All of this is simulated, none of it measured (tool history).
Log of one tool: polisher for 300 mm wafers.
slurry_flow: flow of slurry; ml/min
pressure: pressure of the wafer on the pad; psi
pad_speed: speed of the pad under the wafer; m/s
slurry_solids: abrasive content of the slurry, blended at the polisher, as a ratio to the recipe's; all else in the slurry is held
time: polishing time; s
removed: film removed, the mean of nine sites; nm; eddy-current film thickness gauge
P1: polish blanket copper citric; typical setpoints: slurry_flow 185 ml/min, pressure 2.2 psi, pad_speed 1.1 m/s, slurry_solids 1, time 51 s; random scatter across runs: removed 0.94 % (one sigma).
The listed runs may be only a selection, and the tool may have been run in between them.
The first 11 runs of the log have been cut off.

| run | hour | slurry_flow | pressure | pad_speed | slurry_solids | time | wafers polished on this pad | hours since the slurry nozzle was cleaned | hours since the head pressure was calibrated | hours since the slurry blender was calibrated | removed |
|---|---|---|---|---|---|---|---|---|---|---|---|
| 12 | 62.1 | 185 | 2.2 | 1.1 | 1 | 24 | 628 | 7.7 | 353.9 | 128.4 | 48.658 |
| 13 | 68.8 | 185 | 2.2 | 1.1 | 1 | 51 | 686 | 14.4 | 360.6 | 135.1 | 102.59 |
| 14 | 72.8 | 185 | 2.2 | 1.6 | 1 | 51 | 721 | 18.4 | 364.6 | 139.1 | 148.8 |
| 15 | 79.6 | 185 | 2.2 | 1.1 | 1 | 51 | 781 | 25.2 | 371.4 | 145.9 | 101.6 |
| 16 | 84.6 | 185 | 2.2 | 1.1 | 1 | 51 | 825 | 30.2 | 376.4 | 150.9 | 102.56 |
| 17 | 90.2 | 185 | 3.4 | 1.1 | 1 | 51 | 873 | 35.8 | 382 | 156.5 | 156.23 |
| 18 | 93.9 | 185 | 2.2 | 1.1 | 0.7 | 51 | 906 | 39.5 | 385.7 | 160.2 | 95.79 |
| 19 | 100.8 | 185 | 2.2 | 1.1 | 1 | 51 | 966 | 46.4 | 392.6 | 167.1 | 103.49 |
| 20 | 105.4 | 185 | 2.2 | 1.1 | 1 | 51 | 1006 | 51 | 397.2 | 171.7 | 101.45 |
| 21 | 112 | 185 | 2.2 | 1.1 | 1 | 51 | 1064 | 57.6 | 403.8 | 178.3 | 100.46 |
| 22 | 118.2 | 185 | 2.2 | 1.1 | 1 | 51 | 1118 | 63.8 | 410 | 184.5 | 98.864 |
|  | 121.6 | head pressure recalibrated |
| 23 | 123.8 | 185 | 2.2 | 1.1 | 1 | 51 | 1167 | 69.4 | 2.3 | 190.1 | 97.544 |
| 24 | 127.7 | 185 | 2.2 | 1.1 | 1 | 51 | 1201 | 73.3 | 6.2 | 194 | 97.149 |

Estimate the outcome of run 25 from the log above:
| 25 | 132.3 | 185 | 2.2 | 1.1 | 1 | 51 | 1241 | 77.9 | 10.8 | 198.6 | ? |

Run 25 produced removed 97.5 nm.

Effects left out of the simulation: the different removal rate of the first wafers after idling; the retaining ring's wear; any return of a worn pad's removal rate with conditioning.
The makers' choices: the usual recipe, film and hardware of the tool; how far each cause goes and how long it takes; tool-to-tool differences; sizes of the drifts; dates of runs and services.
